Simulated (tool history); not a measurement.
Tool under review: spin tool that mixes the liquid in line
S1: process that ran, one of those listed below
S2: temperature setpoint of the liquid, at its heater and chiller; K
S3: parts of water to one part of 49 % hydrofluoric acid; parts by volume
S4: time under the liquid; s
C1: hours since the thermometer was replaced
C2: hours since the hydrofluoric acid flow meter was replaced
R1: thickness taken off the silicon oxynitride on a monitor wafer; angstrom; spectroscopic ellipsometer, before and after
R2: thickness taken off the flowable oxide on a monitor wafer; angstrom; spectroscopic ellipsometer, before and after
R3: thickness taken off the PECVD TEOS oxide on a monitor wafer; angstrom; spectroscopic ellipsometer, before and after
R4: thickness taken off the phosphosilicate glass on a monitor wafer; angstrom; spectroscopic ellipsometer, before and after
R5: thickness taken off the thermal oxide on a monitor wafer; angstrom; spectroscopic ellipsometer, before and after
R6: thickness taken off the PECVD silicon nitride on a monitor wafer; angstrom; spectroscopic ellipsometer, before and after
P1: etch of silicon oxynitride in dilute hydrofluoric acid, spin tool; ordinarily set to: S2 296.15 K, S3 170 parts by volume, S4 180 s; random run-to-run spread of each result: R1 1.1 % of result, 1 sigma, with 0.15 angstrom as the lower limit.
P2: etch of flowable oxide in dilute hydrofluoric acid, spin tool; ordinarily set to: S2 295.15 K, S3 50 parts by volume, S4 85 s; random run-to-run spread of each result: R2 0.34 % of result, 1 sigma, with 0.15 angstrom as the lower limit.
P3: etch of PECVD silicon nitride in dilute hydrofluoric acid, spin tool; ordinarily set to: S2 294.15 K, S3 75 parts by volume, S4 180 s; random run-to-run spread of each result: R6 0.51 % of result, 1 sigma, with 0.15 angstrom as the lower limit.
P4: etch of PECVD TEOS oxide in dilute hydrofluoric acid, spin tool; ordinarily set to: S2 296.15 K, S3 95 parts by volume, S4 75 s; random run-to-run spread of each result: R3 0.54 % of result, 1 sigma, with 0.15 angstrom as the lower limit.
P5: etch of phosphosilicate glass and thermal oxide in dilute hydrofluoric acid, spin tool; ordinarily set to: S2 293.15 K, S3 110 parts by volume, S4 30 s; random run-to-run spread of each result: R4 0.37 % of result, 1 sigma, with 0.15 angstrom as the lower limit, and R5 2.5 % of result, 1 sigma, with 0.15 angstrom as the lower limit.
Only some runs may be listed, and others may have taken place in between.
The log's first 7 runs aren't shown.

run 8 hour=44.1 | S1=P1 S2=296.15 S3=305 S4=180 | C1=341.1 C2=315.0 | R1=11.2640
run 9 hour=51.0 | S1=P1 S2=296.15 S3=75 S4=255 | C1=348.0 C2=321.9 | R1=78.6980
run 10 hour=55.0 | S1=P1 S2=296.15 S3=170 S4=180 | C1=352.0 C2=325.9 | R1=22.3130
run 11 hour=58.4 | S1=P2 S2=295.15 S3=50 S4=15 | C1=355.4 C2=329.3 | R2=61.056
run 12 hour=61.5 | S1=P2 S2=303.65 S3=50 S4=85 | C1=358.5 C2=332.4 | R2=487.560
run 13 hour=68.1 | S1=P1 S2=296.15 S3=170 S4=180 | C1=365.1 C2=339.0 | R1=22.7530
run 14 hour=71.3 | S1=P1 S2=296.15 S3=105 S4=180 | C1=368.3 C2=342.2 | R1=38.2240
run 15 hour=76.2 | S1=P1 S2=296.15 S3=170 S4=280 | C1=373.2 C2=347.1 | R1=34.9300
run 16 hour=82.7 | S1=P4 S2=296.15 S3=95 S4=135 | C1=379.7 C2=353.6 | R3=266.930
run 17 hour=88.7 | S1=P1 S2=300.15 S3=170 S4=180 | C1=385.7 C2=359.6 | R1=27.7630
run 18 hour=91.8 | S1=P2 S2=295.15 S3=50 S4=85 | C1=388.8 C2=362.7 | R2=343.170
run 19 hour=95.7 | S1=P1 S2=296.15 S3=170 S4=180 | C1=392.7 C2=366.6 | R1=22.8930
run 20 hour=101.4 | S1=P4 S2=296.15 S3=95 S4=75 | C1=398.4 C2=372.3 | R3=149.290
run 21 hour=104.6 | S1=P3 S2=294.15 S3=75 S4=180 | C1=401.6 C2=375.5 | R6=56.472
run 22 hour=107.6 | S1=P1 S2=296.15 S3=170 S4=180 | C1=404.6 C2=378.5 | R1=22.5910
run 23 hour=113.2 | S1=P4 S2=296.15 S3=160 S4=75 | C1=410.2 C2=384.1 | R3=82.435
run 24 hour=119.2 | S1=P1 S2=296.15 S3=260 S4=90 | C1=416.2 C2=390.1 | R1=7.0292

What does the tool deliver on the next run?
run 25 hour=122.2 | S1=P1 S2=296.15 S3=170 S4=80 | C1=419.2 C2=393.1 | R1=?

Run 25 gave R1 10.2150 angstrom.
